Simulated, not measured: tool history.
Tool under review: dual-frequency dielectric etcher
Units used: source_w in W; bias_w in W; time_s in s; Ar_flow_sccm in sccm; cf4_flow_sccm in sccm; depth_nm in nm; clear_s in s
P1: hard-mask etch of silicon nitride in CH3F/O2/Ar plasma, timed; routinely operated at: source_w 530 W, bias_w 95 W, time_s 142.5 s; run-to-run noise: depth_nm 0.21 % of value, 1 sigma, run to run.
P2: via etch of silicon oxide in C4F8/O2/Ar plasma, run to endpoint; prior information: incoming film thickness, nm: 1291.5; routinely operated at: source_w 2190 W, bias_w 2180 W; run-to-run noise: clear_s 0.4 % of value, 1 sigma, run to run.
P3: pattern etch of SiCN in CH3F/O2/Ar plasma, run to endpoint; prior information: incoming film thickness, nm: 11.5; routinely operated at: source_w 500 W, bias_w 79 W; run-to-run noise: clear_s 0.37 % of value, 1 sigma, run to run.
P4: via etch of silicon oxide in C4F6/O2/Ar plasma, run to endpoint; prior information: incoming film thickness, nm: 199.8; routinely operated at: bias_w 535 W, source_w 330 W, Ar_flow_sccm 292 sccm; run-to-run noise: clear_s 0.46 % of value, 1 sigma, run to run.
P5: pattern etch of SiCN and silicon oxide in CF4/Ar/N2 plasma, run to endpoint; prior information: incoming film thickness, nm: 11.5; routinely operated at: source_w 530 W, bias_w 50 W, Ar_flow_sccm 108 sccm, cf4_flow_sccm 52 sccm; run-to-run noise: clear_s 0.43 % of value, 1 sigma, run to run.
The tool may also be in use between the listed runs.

run	hour	process	source_w	bias_w	time_s	Ar_flow_sccm	cf4_flow_sccm	depth_nm	clear_s
1	6.5	P1	530	95	142.5			122.48	
2	12	P1	530	95	80.5			69.565	
3	14.9	P4	330	535		366			47.1
4	20.1	P3	500	107					25.07
5	23.2	P5	530	63		108	52		12.796
6	26.6	P5	530	50		108	52		13.856
7	32.7	P1	740	95	207.5			202.99	
8	36.6	P1	530	95	142.5			122.91	
9	39.7	P1	530	57	99.5			72.304	
10	43.5	P4	330	690		292			41.937
11	47.4	P1	530	95	142.5			123.03	
12	53.1	P1	530	95	142.5			122.63	
13	57.5	P5	530	50		63	52		12.577
14	63.1	P1	690	95	142.5			135.86	
15	67.6	P5	420	50		108	52		16.974
16	72.9	P1	530	119	142.5			133.4	
# hour 73.9: bias power generator calibrated
17	76	P1	350	95	142.5			105.14	
18	80.2	P4	410	535		292			42.415
19	83.9	P3	500	79					28.258
20	87.3	P1	530	122	179.5			169.67	
21	94	P4	330	535		292			45.683
22	96.9	P5	530	50		108	32		15.109
23	102.9	P5	530	50		108	52		13.803
24	109.1	P2	2190	2180					245.66
25	113.5	P1	530	67	142.5			108.98	
26	116.6	P1	530	95	142.5			122.68	
27	121.7	P2	2190	1333					279.85
28	124.9	P1	530	95	202			173.73	
29	129.5	P4	330	535		292			45.567
30	133.4	P3	390	79					31.102
31	139.7	P2	1670	2180					273.33
32	145.5	P1	530	95	142.5			122.19	
33	150.7	P1	530	95	142.5			123.24	
34	156.8	P1	530	95	142.5			124.38	
35	163.1	P1	530	95	142.5			124.31	
# hour 164.7: wet clean of the chamber
36	169.4	P1	530	95	142.5			124.55	
37	173.7	P1	530	95	142.5			124.97	
38	176.9	P1	530	95	142.5			125.03	
39	181.6	P1	530	95	142.5			125.06	

The output of P1 has drifted from where it used to be. Each of the 2 causes below, taken at the size shown beside it, accounts for the log equally well:
A: source power that arrives over what is set, % = 4.6
B: bias power that arrives over what is set, % = 4.82
The creep began at about hour 145.5.
The rest of the possible causes, and what rules out each one:
chamber walls in a state that raises the etch rate, %: was serviced at hour 164.7, once the creep was under way, yet the earlier output never came back

Of the 4 check runs below, each run on 2 wafers with the results averaged and each result still a question mark, which one would tell the listed causes apart?
check 1	186.3	P3	500	79					?
check 2	186.3	P5	530	50		108	52		?
check 3	186.3	P2	2190	2180					?
check 4	186.3	P4	330	535		292			?

Expected result of each check under each candidate cause:
check	result	if A	if B
check 1	clear_s	27.669	27.673
check 2	clear_s	13.27	13.598
check 3	clear_s	241.64	242.67
check 4	clear_s	45.225	45.157
Per check, the gap between the least separated pair of causes, taken in the result that splits them most: check 1 0.01 %; check 2 2.44 %; check 3 0.42 %; check 4 0.15 %
Check 2 is the one run that separates the causes; every other check would come out nearly the same whichever cause is at work.

Check 2 has now been run. It gave: clear_s 13.237 s. Which of the candidate causes is it?

It was cause A: source power that arrives over what is set, %.
